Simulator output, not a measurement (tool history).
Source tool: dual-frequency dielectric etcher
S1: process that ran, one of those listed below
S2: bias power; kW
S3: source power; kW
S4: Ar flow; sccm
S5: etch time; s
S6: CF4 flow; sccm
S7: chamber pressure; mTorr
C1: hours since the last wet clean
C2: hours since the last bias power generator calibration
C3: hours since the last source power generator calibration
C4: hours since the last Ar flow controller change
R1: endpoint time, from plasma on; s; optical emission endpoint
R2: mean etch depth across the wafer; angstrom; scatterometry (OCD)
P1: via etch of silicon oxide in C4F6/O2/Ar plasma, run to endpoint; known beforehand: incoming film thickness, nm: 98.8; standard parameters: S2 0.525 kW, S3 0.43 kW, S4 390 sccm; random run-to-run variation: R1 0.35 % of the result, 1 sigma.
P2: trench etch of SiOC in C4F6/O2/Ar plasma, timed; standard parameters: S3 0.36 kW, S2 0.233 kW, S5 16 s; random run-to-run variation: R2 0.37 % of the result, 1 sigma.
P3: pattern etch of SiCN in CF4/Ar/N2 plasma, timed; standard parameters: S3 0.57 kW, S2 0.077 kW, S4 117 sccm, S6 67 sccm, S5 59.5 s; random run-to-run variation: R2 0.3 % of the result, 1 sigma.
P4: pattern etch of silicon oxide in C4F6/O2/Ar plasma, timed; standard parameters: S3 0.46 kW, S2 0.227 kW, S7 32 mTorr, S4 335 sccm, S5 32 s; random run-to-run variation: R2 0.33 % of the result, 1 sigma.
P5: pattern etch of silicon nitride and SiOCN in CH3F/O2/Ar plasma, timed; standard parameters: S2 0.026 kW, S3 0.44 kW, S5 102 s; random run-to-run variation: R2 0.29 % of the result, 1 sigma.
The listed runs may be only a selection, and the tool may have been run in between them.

run	hour	S1	S2	S3	S4	S5	S6	S7	C1	C2	C3	C4	R1	R2
1	7.1	P1	0.525	0.43	390				281.1	2625.8	653.3	3481.7	21.599	
2	16	P2	0.233	0.36		16			290	2634.7	662.2	3490.6		347.87
3	24.9	P1	0.715	0.43	390				298.9	2643.6	671.1	3499.5	19.134	
4	34.9	P1	0.525	0.25	390				308.9	2653.6	681.1	3509.5	26.123	
5	40.1	P5	0.026	0.44		102			314.1	2658.8	686.3	3514.7		150.28
6	46.2	P1	0.525	0.43	390				320.2	2664.9	692.4	3520.8	21.504	
7	54.7	P5	0.026	0.58		102			328.7	2673.4	700.9	3529.3		165.31
8	61.2	P5	0.026	0.44		64			335.2	2679.9	707.4	3535.8		94.539
9	69.8	P2	0.292	0.36		16			343.8	2688.5	716	3544.4		375.73
10	77.4	P3	0.077	0.57	117	59.5	82		351.4	2696.1	723.6	3552		640.77
11	86.1	P4	0.136	0.46	335	32		32	360.1	2704.8	732.3	3560.7		978.94
12	92.4	P1	0.525	0.53	390				366.4	2711.1	738.6	3567	19.905	
13	101.9	P3	0.077	0.57	117	42.5	67		375.9	2720.6	748.1	3576.5		442.2
14	107.4	P1	0.525	0.43	390				381.4	2726.1	753.6	3582	21.557	
15	117.3	P1	0.525	0.43	287				391.3	2736	763.5	3591.9	20.861	
16	126.6	P2	0.233	0.36		16			400.6	2745.3	772.8	3601.2		347.82
17	132.8	P3	0.077	0.67	117	59.5	67		406.8	2751.5	779	3607.4		716.86
18	137.7	P4	0.227	0.46	448	32		32	411.7	2756.4	783.9	3612.3		1110.7
19	145.8	P4	0.227	0.46	335	42.5		32	419.8	2764.5	792	3620.4		1531.6
20	152.8	P5	0.026	0.44		102			426.8	2771.5	799	3627.4		150.02
21	158.8	P2	0.233	0.36		9			432.8	2777.5	805	3633.4		195.89
22	167.2	P4	0.227	0.46	335	32		44.5	441.2	2785.9	813.4	3641.8		1100.8
23	172.7	P5	0.031	0.44		102			446.7	2791.4	818.9	3647.3		162.64
24	179.2	P1	0.525	0.43	390				453.2	2797.9	825.4	3653.8	21.375	
25	189.5	P1	0.525	0.43	473				463.5	2808.2	835.7	3664.1	22.047	
26	199.1	P3	0.096	0.57	117	59.5	67		473.1	2817.8	845.3	3673.7		675.3
27	203.6	P1	0.525	0.43	390				477.6	2822.3	849.8	3678.2	21.467	
28	209.7	P4	0.227	0.34	335	32		32	483.7	2828.4	855.9	3684.3		1023.2
29	219.9	P3	0.077	0.57	117	59.5	67		493.9	2838.6	866.1	3694.5		620.15
30	224.5	P2	0.233	0.27		16			498.5	2843.2	870.7	3699.1		311.69
31	229.4	P3	0.077	0.57	166	59.5	67		503.4	2848.1	875.6	3704		586.15
32	237.4	P1	0.625	0.31	390				511.4	2856.1	883.6	3712	22.66	
33	245.9	P4	0.227	0.46	335	32		32	519.9	2864.6	892.1	3720.5		1147.8
34	251.8	P1	0.383	0.43	390				525.8	2870.5	898	3726.4	24.004	
35	260.5	P1	0.676	0.27	390				534.5	2879.2	906.7	3735.1	23.24	
36	267	P1	0.525	0.43	390				541	2885.7	913.2	3741.6	21.555	
37	276.9	P1	0.525	0.43	390				550.9	2895.6	923.1	3751.5	21.534	
38	284.3	P1	0.525	0.43	390				558.3	2903	930.5	3758.9	21.446	
39	292.9	P1	0.525	0.43	390				566.9	2911.6	939.1	3767.5	21.312	
40	300.3	P1	0.525	0.43	390				574.3	2919	946.5	3774.9	21.225	
41	305.1	P1	0.525	0.43	390				579.1	2923.8	951.3	3779.7	21.283	
42	313.9	P1	0.525	0.43	390				587.9	2932.6	960.1	3788.5	21.158	
# hour 317.3: Ar flow controller replaced
# hour 320.8: wet clean of the chamber
43	323.5	P1	0.525	0.43	390				2.8	2942.2	969.7	6.2	21.133	
44	333.3	P1	0.525	0.43	390				12.6	2952	979.5	16	21.1	
45	343.2	P1	0.525	0.43	390				22.5	2961.9	989.4	25.9	21.135	
46	350.2	P1	0.525	0.43	390				29.5	2968.9	996.4	32.9	21.045	
47	357.1	P1	0.525	0.43	390				36.4	2975.8	1003.3	39.8	21.207	

The output of P1 has drifted from where it used to be. Each of the 2 causes below, taken at the size shown beside it, accounts for the log equally well:
A: source power that arrives over what is set, % = 4.83
B: bias power that arrives over what is set, % = 4.73
Creep in the process output first set in at about hour 267.
Each remaining cause and why it is not a fit:
chamber walls in a state that raises the etch rate, %: serviced at hour 320.8, after the drift had started, without restoring the earlier output
Ar flow that arrives under what is set, %: serviced at hour 317.3, after the drift had started, without restoring the earlier output

Question marks stand in for the results of the 4 check runs listed below, each run on one wafer. Under which run would the listed causes show clearly different results?
check 1	364	P4	0.227	0.46	335	32		32						?
check 2	364	P3	0.077	0.57	117	59.5	67							?
check 3	364	P5	0.026	0.44		102								?
check 4	364	P2	0.233	0.36		16								?

How each check would come out, cause by cause:
check	result	if A	if B
check 1	R2	1168.5	1165
check 2	R2	647.57	631.75
check 3	R2	152.98	153.75
check 4	R2	354.21	353.34
Minimum pairwise separation of causes per check, each pair taken at its best-separating result: check 1 0.29 %; check 2 2.47 %; check 3 0.5 %; check 4 0.25 %
Of the check runs offered, only check 2 discriminates between the causes; the rest would read about the same regardless of which cause applies.

After running check 2, the following was obtained: R2 630.16 angstrom. Which cause does this point to?

It is B: bias power that arrives over what is set, %.
